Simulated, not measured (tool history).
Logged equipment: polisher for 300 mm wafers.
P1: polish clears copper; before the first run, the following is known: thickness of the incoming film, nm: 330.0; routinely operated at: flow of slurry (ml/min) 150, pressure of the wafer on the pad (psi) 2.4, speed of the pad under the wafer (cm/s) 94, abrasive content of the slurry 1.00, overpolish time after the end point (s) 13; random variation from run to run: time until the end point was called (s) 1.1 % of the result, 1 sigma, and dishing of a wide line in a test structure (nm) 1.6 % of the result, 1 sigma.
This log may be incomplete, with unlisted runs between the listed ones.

run,hour,flow of slurry (ml/min),pressure of the wafer on the pad (psi),speed of the pad under the wafer (cm/s),abrasive content of the slurry,overpolish time after the end point (s),wafers polished on this pad,hours since the slurry nozzle was cleaned,hours since the head pressure was calibrated,hours since the slurry blender was calibrated,time until the end point was called (s),dishing of a wide line in a test structure (nm)
1,4.5,150,2.4,94,1.00,13,960,544.9,283.4,82.8,162.33,18.7560
2,9.6,150,2.4,94,1.00,4,985,550.0,288.5,87.9,159.01,6.5408
3,13.9,150,2.4,94,1.25,20,1006,554.3,292.8,92.2,152.06,29.6400
4,16.4,205,2.4,94,1.00,13,1018,556.8,295.3,94.7,152.58,19.8610
5,20.5,150,2.4,94,1.00,13,1038,560.9,299.4,98.8,156.19,19.4710
6,24.9,150,2.4,94,1.00,13,1060,565.3,303.8,103.2,160.19,19.1260
7,29.9,150,2.4,94,1.00,13,1085,570.3,308.8,108.2,159.05,19.0080
8,34.1,150,1.1,94,1.00,13,1105,574.5,313.0,112.4,352.27,9.2608
9,37.0,150,2.4,94,1.00,13,1119,577.4,315.9,115.3,160.52,19.5270
10,40.3,150,2.4,94,1.00,13,1136,580.7,319.2,118.6,161.17,19.5310
11,43.7,150,2.4,94,1.00,13,1152,584.1,322.6,122.0,158.26,19.2830
12,46.8,150,2.4,94,1.45,13,1168,587.2,325.7,125.1,149.36,21.0470
13,49.8,150,3.7,94,1.00,13,1182,590.2,328.7,128.1,104.24,29.1130
14,53.8,150,2.4,46,1.00,13,1202,594.2,332.7,132.1,329.85,10.0800
15,58.7,150,2.4,94,0.55,13,1226,599.1,337.6,137.0,182.25,17.1140
16,62.6,90,2.4,94,1.00,13,1245,603.0,341.5,140.9,177.05,16.9040
17,65.6,150,2.4,130,1.00,13,1260,606.0,344.5,143.9,113.63,26.3180
18,70.8,150,2.4,94,1.00,24,1285,611.2,349.7,149.1,161.46,33.9670
19,74.0,150,2.4,94,1.00,13,1301,614.4,352.9,152.3,161.64,19.2370
20,77.5,150,2.4,94,1.00,13,1318,617.9,356.4,155.8,161.87,18.5130
21,82.3,150,2.4,94,1.00,13,1342,622.7,361.2,160.6,166.07,18.6090
22,87.1,150,2.4,94,1.00,13,1365,627.5,366.0,165.4,169.17,18.7020
# hour 91.4: head pressure recalibrated
23,92.5,150,2.4,94,1.00,13,1392,632.9,1.2,170.8,172.95,18.3860
24,95.1,150,2.4,94,1.00,13,1405,635.5,3.8,173.4,171.21,18.4230

Run 25, settings as shown, results not yet in. Your forecast:
25,99.0,150,2.4,94,1.00,13,1424,639.4,7.7,177.3,?,?

time until the end point was called (s): 170.76
dishing of a wide line in a test structure (nm): 18.4340

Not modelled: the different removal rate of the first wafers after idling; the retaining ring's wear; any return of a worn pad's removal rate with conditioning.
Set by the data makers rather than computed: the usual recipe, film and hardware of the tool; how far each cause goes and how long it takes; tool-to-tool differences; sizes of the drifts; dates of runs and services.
